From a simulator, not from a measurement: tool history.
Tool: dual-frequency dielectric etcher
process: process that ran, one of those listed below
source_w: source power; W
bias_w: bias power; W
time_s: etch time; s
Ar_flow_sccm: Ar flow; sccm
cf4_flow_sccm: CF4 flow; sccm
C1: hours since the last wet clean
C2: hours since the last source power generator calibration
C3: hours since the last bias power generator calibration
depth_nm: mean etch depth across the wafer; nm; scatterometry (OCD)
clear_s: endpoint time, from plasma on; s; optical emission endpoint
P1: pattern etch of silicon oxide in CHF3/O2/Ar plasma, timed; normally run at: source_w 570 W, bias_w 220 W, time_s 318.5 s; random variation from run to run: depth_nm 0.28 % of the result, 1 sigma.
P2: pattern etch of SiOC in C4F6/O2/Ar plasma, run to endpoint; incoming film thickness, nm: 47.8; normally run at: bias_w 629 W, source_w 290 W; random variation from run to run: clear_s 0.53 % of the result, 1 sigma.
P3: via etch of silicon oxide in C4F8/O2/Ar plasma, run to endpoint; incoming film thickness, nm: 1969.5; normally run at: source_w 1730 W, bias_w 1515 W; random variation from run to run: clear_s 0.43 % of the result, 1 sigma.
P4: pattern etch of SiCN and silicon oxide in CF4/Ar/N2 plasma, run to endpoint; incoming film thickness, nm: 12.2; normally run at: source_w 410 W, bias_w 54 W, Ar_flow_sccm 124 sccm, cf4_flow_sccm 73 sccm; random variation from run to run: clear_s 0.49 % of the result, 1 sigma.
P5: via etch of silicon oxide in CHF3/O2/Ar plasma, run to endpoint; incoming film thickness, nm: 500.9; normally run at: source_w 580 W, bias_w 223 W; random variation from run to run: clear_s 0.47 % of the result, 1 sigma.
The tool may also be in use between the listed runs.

{"run": 1, "hour": 13.0, "process": "P1", "source_w": 570, "bias_w": 220, "time_s": 318.5, "C1": 337.0, "C2": 1840.8, "C3": 3217.8, "depth_nm": 685.25}
{"run": 2, "hour": 27.7, "process": "P4", "source_w": 410, "bias_w": 54, "Ar_flow_sccm": 124, "cf4_flow_sccm": 73, "C1": 351.7, "C2": 1855.5, "C3": 3232.5, "clear_s": 17.51}
{"run": 3, "hour": 36.6, "process": "P4", "source_w": 410, "bias_w": 54, "Ar_flow_sccm": 124, "cf4_flow_sccm": 73, "C1": 360.6, "C2": 1864.4, "C3": 3241.4, "clear_s": 17.563}
{"run": 4, "hour": 48.4, "process": "P1", "source_w": 570, "bias_w": 172, "time_s": 318.5, "C1": 372.4, "C2": 1876.2, "C3": 3253.2, "depth_nm": 632.71}
{"run": 5, "hour": 58.1, "process": "P1", "source_w": 340, "bias_w": 220, "time_s": 318.5, "C1": 382.1, "C2": 1885.9, "C3": 3262.9, "depth_nm": 566.92}
{"run": 6, "hour": 68.1, "process": "P4", "source_w": 410, "bias_w": 54, "Ar_flow_sccm": 124, "cf4_flow_sccm": 45, "C1": 392.1, "C2": 1895.9, "C3": 3272.9, "clear_s": 19.124}
{"run": 7, "hour": 83.0, "process": "P1", "source_w": 690, "bias_w": 133, "time_s": 318.5, "C1": 407.0, "C2": 1910.8, "C3": 3287.8, "depth_nm": 626.74}
{"run": 8, "hour": 94.9, "process": "P2", "source_w": 290, "bias_w": 847, "C1": 418.9, "C2": 1922.7, "C3": 3299.7, "clear_s": 15.307}
{"run": 9, "hour": 110.9, "process": "P3", "source_w": 1730, "bias_w": 1224, "C1": 434.9, "C2": 1938.7, "C3": 3315.7, "clear_s": 475.64}
{"run": 10, "hour": 117.9, "process": "P5", "source_w": 580, "bias_w": 132, "C1": 441.9, "C2": 1945.7, "C3": 3322.7, "clear_s": 283.95}
{"run": 11, "hour": 130.4, "process": "P1", "source_w": 750, "bias_w": 220, "time_s": 318.5, "C1": 454.4, "C2": 1958.2, "C3": 3335.2, "depth_nm": 759.51}
{"run": 12, "hour": 144.2, "process": "P4", "source_w": 260, "bias_w": 54, "Ar_flow_sccm": 124, "cf4_flow_sccm": 73, "C1": 468.2, "C2": 1972.0, "C3": 3349.0, "clear_s": 26.338}
{"run": 13, "hour": 151.8, "process": "P1", "source_w": 570, "bias_w": 220, "time_s": 318.5, "C1": 475.8, "C2": 1979.6, "C3": 3356.6, "depth_nm": 688.84}
{"run": 14, "hour": 159.0, "process": "P1", "source_w": 570, "bias_w": 311, "time_s": 318.5, "C1": 483.0, "C2": 1986.8, "C3": 3363.8, "depth_nm": 776.8}
{"run": 15, "hour": 167.2, "process": "P1", "source_w": 570, "bias_w": 220, "time_s": 181.0, "C1": 491.2, "C2": 1995.0, "C3": 3372.0, "depth_nm": 389.45}
{"run": 16, "hour": 181.6, "process": "P1", "source_w": 570, "bias_w": 220, "time_s": 318.5, "C1": 505.6, "C2": 2009.4, "C3": 3386.4, "depth_nm": 687.57}
{"run": 17, "hour": 192.6, "process": "P5", "source_w": 580, "bias_w": 223, "C1": 516.6, "C2": 2020.4, "C3": 3397.4, "clear_s": 239.02}
{"run": 18, "hour": 199.9, "process": "P4", "source_w": 410, "bias_w": 54, "Ar_flow_sccm": 168, "cf4_flow_sccm": 73, "C1": 523.9, "C2": 2027.7, "C3": 3404.7, "clear_s": 18.29}
{"run": 19, "hour": 209.3, "process": "P3", "source_w": 1730, "bias_w": 1515, "C1": 533.3, "C2": 2037.1, "C3": 3414.1, "clear_s": 454.58}
{"run": 20, "hour": 220.8, "process": "P5", "source_w": 580, "bias_w": 223, "C1": 544.8, "C2": 2048.6, "C3": 3425.6, "clear_s": 239.0}
{"run": 21, "hour": 232.8, "process": "P5", "source_w": 800, "bias_w": 223, "C1": 556.8, "C2": 2060.6, "C3": 3437.6, "clear_s": 212.38}

Forecast run 22:
{"run": 22, "hour": 248.4, "process": "P4", "source_w": 410, "bias_w": 38, "Ar_flow_sccm": 124, "cf4_flow_sccm": 73, "C1": 572.4, "C2": 2076.2, "C3": 3453.2, "clear_s": "?"}

clear_s: 19.597 s

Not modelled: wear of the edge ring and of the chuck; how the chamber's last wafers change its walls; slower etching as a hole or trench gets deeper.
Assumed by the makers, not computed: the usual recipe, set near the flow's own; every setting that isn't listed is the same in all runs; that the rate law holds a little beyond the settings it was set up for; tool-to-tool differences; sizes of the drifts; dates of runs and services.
